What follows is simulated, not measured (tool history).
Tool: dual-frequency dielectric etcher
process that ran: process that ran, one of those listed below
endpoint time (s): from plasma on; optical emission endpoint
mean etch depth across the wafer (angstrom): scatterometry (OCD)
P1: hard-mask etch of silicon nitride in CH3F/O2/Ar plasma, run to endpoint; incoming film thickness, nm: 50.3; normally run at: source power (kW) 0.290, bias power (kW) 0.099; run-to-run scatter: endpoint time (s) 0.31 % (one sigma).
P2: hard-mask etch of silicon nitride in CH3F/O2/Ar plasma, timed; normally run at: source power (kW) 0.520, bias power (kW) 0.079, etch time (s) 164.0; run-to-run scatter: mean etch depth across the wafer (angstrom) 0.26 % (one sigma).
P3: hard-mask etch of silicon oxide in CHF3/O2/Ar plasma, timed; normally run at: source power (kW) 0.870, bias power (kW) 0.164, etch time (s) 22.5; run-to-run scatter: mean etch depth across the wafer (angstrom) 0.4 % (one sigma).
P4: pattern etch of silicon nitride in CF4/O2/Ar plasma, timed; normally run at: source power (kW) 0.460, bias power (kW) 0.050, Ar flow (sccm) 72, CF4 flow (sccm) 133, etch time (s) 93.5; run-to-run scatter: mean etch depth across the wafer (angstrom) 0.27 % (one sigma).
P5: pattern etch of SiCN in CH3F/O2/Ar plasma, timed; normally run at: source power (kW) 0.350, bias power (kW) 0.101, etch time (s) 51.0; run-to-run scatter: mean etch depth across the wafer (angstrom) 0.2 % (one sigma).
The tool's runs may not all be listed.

run   hour  process that ran  source power (kW)  bias power (kW)  etch time (s)  Ar flow (sccm)  CF4 flow (sccm)  hours since the last wet clean  hours since the last source power generator calibration  hours since the last bias power generator calibration  endpoint time (s)  mean etch depth across the wafer (angstrom)
  1   17.1                P1              0.290            0.099                                                                           247.0                                                   2516.7                                                  653.7             73.554
  2   30.5                P3              0.660            0.164           22.5                                                            260.4                                                   2530.1                                                  667.1                                                          444.13
  3   40.7                P4              0.260            0.050           93.5              72              133                           270.6                                                   2540.3                                                  677.3                                                         1070.80
  4   55.4                P4              0.460            0.050           93.5              72              101                           285.3                                                   2555.0                                                  692.0                                                         1720.40
  5   74.7                P5              0.350            0.101           51.0                                                            304.6                                                   2574.3                                                  711.3                                                          205.41
  6   90.7                P5              0.350            0.101           74.5                                                            320.6                                                   2590.3                                                  727.3                                                          300.00
  7   99.2                P1              0.290            0.099                                                                           329.1                                                   2598.8                                                  735.8             73.930
  8  117.7                P2              0.520            0.079          108.0                                                            347.6                                                   2617.3                                                  754.3                                                          849.39
  9  136.0                P5              0.350            0.101           51.0                                                            365.9                                                   2635.6                                                  772.6                                                          205.24
 10  151.8                P3              0.870            0.164           22.5                                                            381.7                                                   2651.4                                                  788.4                                                          496.03
 11  163.1                P4              0.460            0.050           93.5              49              133                           393.0                                                   2662.7                                                  799.7                                                         1817.70
 12  181.4                P4              0.460            0.050           93.5              72              133                           411.3                                                   2681.0                                                  818.0                                                         1766.20
 13  199.0                P4              0.460            0.050           59.5              72              133                           428.9                                                   2698.6                                                  835.6                                                         1125.60
 14  216.2                P1              0.290            0.130                                                                           446.1                                                   2715.8                                                  852.8             66.279
 15  230.5                P1              0.290            0.099                                                                           460.4                                                   2730.1                                                  867.1             73.443
 16  249.9                P2              0.330            0.079          164.0                                                            479.8                                                   2749.5                                                  886.5                                                         1091.20
 17  266.9                P1              0.380            0.125                                                                           496.8                                                   2766.5                                                  903.5             61.021
 18  275.5                P1              0.290            0.099                                                                           505.4                                                   2775.1                                                  912.1             73.619
 19  293.0                P5              0.440            0.101           51.0                                                            522.9                                                   2792.6                                                  929.6                                                          223.59
 20  304.3                P4              0.460            0.063           93.5              72              133                           534.2                                                   2803.9                                                  940.9                                                         1913.20
 21  317.1                P2              0.520            0.079          164.0                                                            547.0                                                   2816.7                                                  953.7                                                         1287.90
 22  335.3                P3              0.870            0.164           12.5                                                            565.2                                                   2834.9                                                  971.9                                                          272.65
 23  349.2                P3              0.870            0.213           22.5                                                            579.1                                                   2848.8                                                  985.8                                                          537.07
 24  367.1                P1              0.350            0.117                                                                           597.0                                                   2866.7                                                 1003.7             64.293
 25  378.0                P1              0.200            0.099                                                                           607.9                                                   2877.6                                                 1014.6             84.132
 26  397.5                P1              0.380            0.099                                                                           627.4                                                   2897.1                                                 1034.1             66.636
 27  414.8                P4              0.460            0.050           93.5              72              133                           644.7                                                   2914.4                                                 1051.4                                                         1764.00
 28  433.3                P2              0.520            0.102          164.0                                                            663.2                                                   2932.9                                                 1069.9                                                         1415.60
 29  446.0                P1              0.290            0.077                                                                           675.9                                                   2945.6                                                 1082.6             80.653
 30  460.6                P1              0.200            0.119                                                                           690.5                                                   2960.2                                                 1097.2             78.770
 31  475.3                P3              0.870            0.164           22.5                                                            705.2                                                   2974.9                                                 1111.9                                                          492.72
 32  490.9                P5              0.350            0.080           51.0                                                            720.8                                                   2990.5                                                 1127.5                                                          188.32
 33  507.9                P1              0.290            0.099                                                                           737.8                                                   3007.5                                                 1144.5             73.505
 34  527.2                P1              0.290            0.099                                                                           757.1                                                   3026.8                                                 1163.8             73.001
 35  541.6                P1              0.290            0.099                                                                           771.5                                                   3041.2                                                 1178.2             72.668
 36  556.9                P1              0.290            0.099                                                                           786.8                                                   3056.5                                                 1193.5             72.668
     561.8  -- wet clean of the chamber
 37  567.3                P1              0.290            0.099                                                                             5.6                                                   3066.9                                                 1203.9             72.659
 38  585.4                P1              0.290            0.099                                                                            23.7                                                   3085.0                                                 1222.0             72.610
 39  599.6                P1              0.290            0.099                                                                            37.9                                                   3099.2                                                 1236.2             71.897
 40  612.3                P1              0.290            0.099                                                                            50.6                                                   3111.9                                                 1248.9             72.603

What P1 gives has crept away from where it was. These 2 causes fit the log equally well, each at the size given:
A: source power that arrives over what is set, % = 4.28
B: bias power that arrives over what is set, % = 4.22
The creep began at about hour 507.9.
Why every other cause is out:
chamber walls in a state that raises the etch rate, %: serviced at hour 561.8, which brought nothing back

4 check runs are offered, one wafer each, their results left as question marks. Which one tells the causes apart?
check 1  625.0                P5              0.350            0.083           71.0                                                                                                                                                                                                                                                ?
check 2  625.0                P2              0.370            0.079          128.0                                                                                                                                                                                                                                                ?
check 3  625.0                P4              0.290            0.050           93.5              60              133                                                                                                                                                                                                               ?
check 4  625.0                P3              0.870            0.191           13.5                                                                                                                                                                                                                                                ?

What each check would give under each cause:
  check                                       result     if A     if B
check 1  mean etch depth across the wafer (angstrom)   269.68   269.59
check 2  mean etch depth across the wafer (angstrom)   901.83   900.78
check 3  mean etch depth across the wafer (angstrom)  1239.90  1213.10
check 4  mean etch depth across the wafer (angstrom)   316.82   316.08
How far apart the two closest causes lie, in the result that separates them most: check 1 0.03 %; check 2 0.12 %; check 3 2.18 %; check 4 0.23 %
Only check 3 tells the causes apart: in the others they would give nearly the same result.

Then check 3 was run and gave: mean etch depth across the wafer (angstrom) 1237.40. Which cause is it?

It is A: source power that arrives over what is set, %.

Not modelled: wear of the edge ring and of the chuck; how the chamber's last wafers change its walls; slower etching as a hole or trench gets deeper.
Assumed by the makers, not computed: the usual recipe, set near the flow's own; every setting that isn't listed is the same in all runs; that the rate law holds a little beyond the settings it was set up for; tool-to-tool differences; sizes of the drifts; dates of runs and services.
